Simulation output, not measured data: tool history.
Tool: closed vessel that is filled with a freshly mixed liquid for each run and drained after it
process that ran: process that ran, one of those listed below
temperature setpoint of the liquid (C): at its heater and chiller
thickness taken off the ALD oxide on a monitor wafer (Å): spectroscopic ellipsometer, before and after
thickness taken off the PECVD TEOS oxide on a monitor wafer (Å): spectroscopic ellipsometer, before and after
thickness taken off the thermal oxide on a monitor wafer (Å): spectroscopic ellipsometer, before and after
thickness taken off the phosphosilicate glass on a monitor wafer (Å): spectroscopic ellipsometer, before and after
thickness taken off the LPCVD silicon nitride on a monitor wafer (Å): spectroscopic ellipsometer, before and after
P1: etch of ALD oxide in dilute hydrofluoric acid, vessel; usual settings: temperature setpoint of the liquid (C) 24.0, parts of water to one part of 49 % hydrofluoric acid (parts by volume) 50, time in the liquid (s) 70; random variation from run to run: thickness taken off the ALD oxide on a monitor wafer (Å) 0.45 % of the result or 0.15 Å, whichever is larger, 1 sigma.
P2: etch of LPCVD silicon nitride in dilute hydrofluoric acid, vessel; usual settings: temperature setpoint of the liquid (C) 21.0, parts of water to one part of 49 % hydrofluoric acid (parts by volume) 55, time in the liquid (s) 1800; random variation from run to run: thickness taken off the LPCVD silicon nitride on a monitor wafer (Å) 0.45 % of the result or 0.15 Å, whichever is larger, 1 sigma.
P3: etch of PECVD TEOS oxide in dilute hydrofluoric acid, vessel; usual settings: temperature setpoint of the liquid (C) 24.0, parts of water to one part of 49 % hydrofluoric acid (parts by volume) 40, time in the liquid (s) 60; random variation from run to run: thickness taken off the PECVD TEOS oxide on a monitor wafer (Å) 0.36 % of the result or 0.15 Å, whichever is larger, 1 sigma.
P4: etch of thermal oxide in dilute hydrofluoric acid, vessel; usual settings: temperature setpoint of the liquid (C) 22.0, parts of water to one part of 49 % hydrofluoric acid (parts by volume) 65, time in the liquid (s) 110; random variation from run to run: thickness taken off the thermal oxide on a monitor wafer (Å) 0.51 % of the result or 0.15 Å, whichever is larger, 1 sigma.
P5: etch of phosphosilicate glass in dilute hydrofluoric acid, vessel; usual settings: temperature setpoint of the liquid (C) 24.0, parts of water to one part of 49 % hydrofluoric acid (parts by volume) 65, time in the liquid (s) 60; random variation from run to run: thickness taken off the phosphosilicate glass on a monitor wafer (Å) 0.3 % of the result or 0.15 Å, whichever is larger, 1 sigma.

run   hour  process that ran  temperature setpoint of the liquid (C)  parts of water to one part of 49 % hydrofluoric acid (parts by volume)  time in the liquid (s)  hours since the thermometer was replaced  hours since the hydrofluoric acid flow meter was replaced  thickness taken off the ALD oxide on a monitor wafer (Å)  thickness taken off the PECVD TEOS oxide on a monitor wafer (Å)  thickness taken off the thermal oxide on a monitor wafer (Å)  thickness taken off the phosphosilicate glass on a monitor wafer (Å)  thickness taken off the LPCVD silicon nitride on a monitor wafer (Å)
  1    8.1                P1                                    24.0                                                                      50                      70                                    2145.6                                                      450.9                                                    272.06
  2   18.4                P1                                    19.5                                                                      50                      70                                    2155.9                                                      461.2                                                    224.41
  3   31.3                P1                                    24.0                                                                      50                      70                                    2168.8                                                      474.1                                                    270.94
  4   41.5                P3                                    24.0                                                                      40                     110                                    2179.0                                                      484.3                                                                                                                     846.52
  5   54.4                P1                                    24.0                                                                      50                      30                                    2191.9                                                      497.2                                                    116.10
  6   62.7                P1                                    24.0                                                                      50                      70                                    2200.2                                                      505.5                                                    269.42
  7   69.8                P4                                    22.0                                                                     110                     110                                    2207.3                                                      512.6                                                                                                                                                                                   43.632
  8   78.1                P5                                    24.0                                                                      65                      60                                    2215.6                                                      520.9                                                                                                                                                                                                                                                         586.75
  9   90.7                P1                                    24.0                                                                      50                      70                                    2228.2                                                      533.5                                                    269.57
 10   98.2                P1                                    24.0                                                                      80                      70                                    2235.7                                                      541.0                                                    162.71
 11  107.3                P5                                    24.0                                                                      20                      60                                    2244.8                                                      550.1                                                                                                                                                                                                                                                        2030.40
 12  120.6                P2                                    28.0                                                                      55                    1800                                    2258.1                                                      563.4                                                                                                                                                                                                                                                                                                                              208.130
 13  127.7                P5                                    17.5                                                                      65                      60                                    2265.2                                                      570.5                                                                                                                                                                                                                                                         449.33
 14  136.8                P1                                    28.5                                                                      50                     105                                    2274.3                                                      579.6                                                    489.27
 15  145.0                P4                                    22.0                                                                      65                     170                                    2282.5                                                      587.8                                                                                                                                                                                  120.330
 16  154.9                P4                                    22.0                                                                      65                     110                                    2292.4                                                      597.7                                                                                                                                                                                   77.695
 17  161.3                P1                                    24.0                                                                      20                      70                                    2298.8                                                      604.1                                                    706.27
 18  171.7                P1                                    17.0                                                                      30                      70                                    2309.2                                                      614.5                                                    341.17
 19  181.5                P4                                    22.0                                                                      65                     110                                    2319.0                                                      624.3                                                                                                                                                                                   78.124
 20  194.0                P4                                    26.0                                                                      65                     110                                    2331.5                                                      636.8                                                                                                                                                                                   91.595
 21  204.7                P5                                    24.0                                                                      65                      95                                    2342.2                                                      647.5                                                                                                                                                                                                                                                         933.52
 22  215.0                P5                                    24.0                                                                      65                      60                                    2352.5                                                      657.8                                                                                                                                                                                                                                                         589.70
 23  227.1                P2                                    21.0                                                                      20                    1800                                    2364.6                                                      669.9                                                                                                                                                                                                                                                                                                                              346.080
 24  240.3                P3                                    24.0                                                                      70                      60                                    2377.8                                                      683.1                                                                                                                     251.94
 25  249.5                P3                                    31.0                                                                      40                      60                                    2387.0                                                      692.3                                                                                                                     609.78
 26  255.8                P2                                    21.0                                                                      55                     860                                    2393.3                                                      698.6                                                                                                                                                                                                                                                                                                                               61.361
 27  265.1                P1                                    24.0                                                                      50                     115                                    2402.6                                                      707.9                                                    446.43
 28  272.5                P2                                    21.0                                                                      55                    1800                                    2410.0                                                      715.3                                                                                                                                                                                                                                                                                                                              130.410
 29  280.7                P1                                    30.5                                                                      50                      70                                    2418.2                                                      723.5                                                    351.62
 30  288.5                P3                                    24.0                                                                      40                      60                                    2426.0                                                      731.3                                                                                                                     457.55
 31  298.7                P1                                    24.0                                                                      50                      70                                    2436.2                                                      741.5                                                    271.89
 32  308.4                P1                                    24.0                                                                      50                      70                                    2445.9                                                      751.2                                                    280.87
 33  319.6                P1                                    24.0                                                                      50                      70                                    2457.1                                                      762.4                                                    286.34
 34  326.1                P1                                    24.0                                                                      50                      70                                    2463.6                                                      768.9                                                    289.53
 35  332.1                P1                                    24.0                                                                      50                      70                                    2469.6                                                      774.9                                                    291.50
 36  343.8                P1                                    24.0                                                                      50                      70                                    2481.3                                                      786.6                                                    291.83

Run 37 comes next. What will it give?
 37  356.0                P1                                    24.0                                                                      50                      70                                    2493.5                                                      798.8                                                         ?

{"run 37": {"thickness taken off the ALD oxide on a monitor wafer (Å)": 288.0}}
